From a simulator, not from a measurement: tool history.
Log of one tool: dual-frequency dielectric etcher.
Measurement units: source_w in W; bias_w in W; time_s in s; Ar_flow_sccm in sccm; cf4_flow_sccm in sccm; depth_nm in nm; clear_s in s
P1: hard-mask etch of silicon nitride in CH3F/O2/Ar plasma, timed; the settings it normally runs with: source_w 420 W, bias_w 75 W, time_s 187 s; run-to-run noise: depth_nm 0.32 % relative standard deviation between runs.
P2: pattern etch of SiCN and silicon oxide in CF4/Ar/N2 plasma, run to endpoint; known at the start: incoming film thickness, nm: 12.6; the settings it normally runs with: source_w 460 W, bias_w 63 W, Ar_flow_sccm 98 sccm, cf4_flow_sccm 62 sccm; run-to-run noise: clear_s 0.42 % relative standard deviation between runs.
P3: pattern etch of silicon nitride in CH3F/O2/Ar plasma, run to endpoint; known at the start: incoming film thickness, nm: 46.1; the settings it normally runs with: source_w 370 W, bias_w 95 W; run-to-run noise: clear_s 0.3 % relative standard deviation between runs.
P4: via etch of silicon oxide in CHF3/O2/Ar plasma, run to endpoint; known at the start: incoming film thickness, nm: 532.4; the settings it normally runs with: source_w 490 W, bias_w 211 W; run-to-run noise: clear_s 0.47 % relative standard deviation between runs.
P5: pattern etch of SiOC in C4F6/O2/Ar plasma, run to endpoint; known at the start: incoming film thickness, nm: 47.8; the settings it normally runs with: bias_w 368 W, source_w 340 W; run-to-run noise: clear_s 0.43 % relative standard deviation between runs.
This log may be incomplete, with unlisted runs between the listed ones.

run	hour	process	source_w	bias_w	time_s	Ar_flow_sccm	cf4_flow_sccm	hours since the last wet clean	hours since the last source power generator calibration	hours since the last bias power generator calibration	depth_nm	clear_s
1	3.2	P1	420	75	187			66.7	1870.1	1602.5	136.12	
2	7.1	P1	420	75	103			70.6	1874	1606.4	75.378	
3	11.7	P4	490	293				75.2	1878.6	1611		244.52
4	15.7	P1	420	48	187			79.2	1882.6	1615	117.95	
5	19.5	P1	520	48	187			83	1886.4	1618.8	128.14	
6	24.9	P1	420	75	187			88.4	1891.8	1624.2	136.42	
7	29.9	P1	420	75	187			93.4	1896.8	1629.2	136.84	
8	37	P1	580	75	187			100.5	1903.9	1636.3	154.31	
9	43.1	P1	420	75	187			106.6	1910	1642.4	136.8	
10	48.8	P5	340	368				112.3	1915.7	1648.1		18.878
11	53.2	P1	320	75	103			116.7	1920.1	1652.5	68.178	
12	58.4	P3	370	95				121.9	1925.3	1657.7		63.081
13	62	P4	630	211				125.5	1928.9	1661.3		250.77
14	67	P1	420	75	236			130.5	1933.9	1666.3	172.61	
15	70.6	P5	340	236				134.1	1937.5	1669.9		21.978
16	74.8	P2	300	63		98	62	138.3	1941.7	1674.1		21.674
17	81.8	P5	450	368				145.3	1948.7	1681.1		16.875
18	86.8	P5	340	368				150.3	1953.7	1686.1		18.649
19	92.4	P4	490	211				155.9	1959.3	1691.7		276.73
# hour 95: wet clean of the chamber
20	96.4	P1	420	100	187			1.4	1963.3	1695.7	151.91	
21	99.5	P3	370	130				4.5	1966.4	1698.8		56.018
22	104.4	P3	300	95				9.4	1971.3	1703.7		68.295
23	108.6	P1	420	75	187			13.6	1975.5	1707.9	135.92	
24	112.1	P2	460	63		63	62	17.1	1979	1711.4		14.059
25	118.7	P1	300	75	243.5			23.7	1985.6	1718	156.91	
26	122.6	P4	490	211				27.6	1989.5	1721.9		275.13
27	127.6	P1	280	75	187			32.6	1994.5	1726.9	116.3	
28	131.5	P2	460	75		98	62	36.5	1998.4	1730.8		14.181
29	137.8	P2	460	63		98	88	42.8	2004.7	1737.1		14.26
30	144.6	P2	460	63		98	62	49.6	2011.5	1743.9		15
31	150.8	P1	420	75	187			55.8	2017.7	1750.1	136.64	
32	156.8	P1	420	75	187			61.8	2023.7	1756.1	137.55	
33	163.9	P1	420	75	187			68.9	2030.8	1763.2	138.05	
34	167.4	P1	420	75	187			72.4	2034.3	1766.7	138.46	
35	172.1	P1	420	75	187			77.1	2039	1771.4	138.26	
# hour 173.9: wet clean of the chamber
36	179	P1	420	75	187			5.1	2045.9	1778.3	138.97	
37	184.2	P1	420	75	187			10.3	2051.1	1783.5	138.88	

P1 has crept away from where it was. The log is fitted equally well by each of these 2 causes, at the sizes shown:
A: bias power that arrives over what is set, % = 4.67
B: source power that arrives over what is set, % = 4.27
The creep began at about hour 150.8.
Why every other cause is out:
chamber walls in a state that raises the etch rate, %: maintenance at hour 173.9, after the shift began, did not return the process to its former output

You are offered 4 check runs, listed below with question marks in place of their results; each one averages 2 wafers. Which run separates the listed causes by giving clearly different results for each?
check 1	189.4	P3	370	122								?
check 2	189.4	P2	460	63		66	79					?
check 3	189.4	P4	620	288								?
check 4	189.4	P5	450	259								?

How each check would come out, cause by cause:
check	result	if A	if B
check 1	clear_s	56.671	56.79
check 2	clear_s	13.498	13.184
check 3	clear_s	221.3	221.54
check 4	clear_s	18.767	18.753
Minimum pairwise separation of causes per check, each pair taken at its best-separating result: check 1 0.21 %; check 2 2.35 %; check 3 0.11 %; check 4 0.08 %
Of the check runs offered, only check 2 discriminates between the causes; the rest would read about the same regardless of which cause applies.

Then check 2 was run and gave: clear_s 13.475 s. Which cause is it?

A is the cause: bias power that arrives over what is set, %.
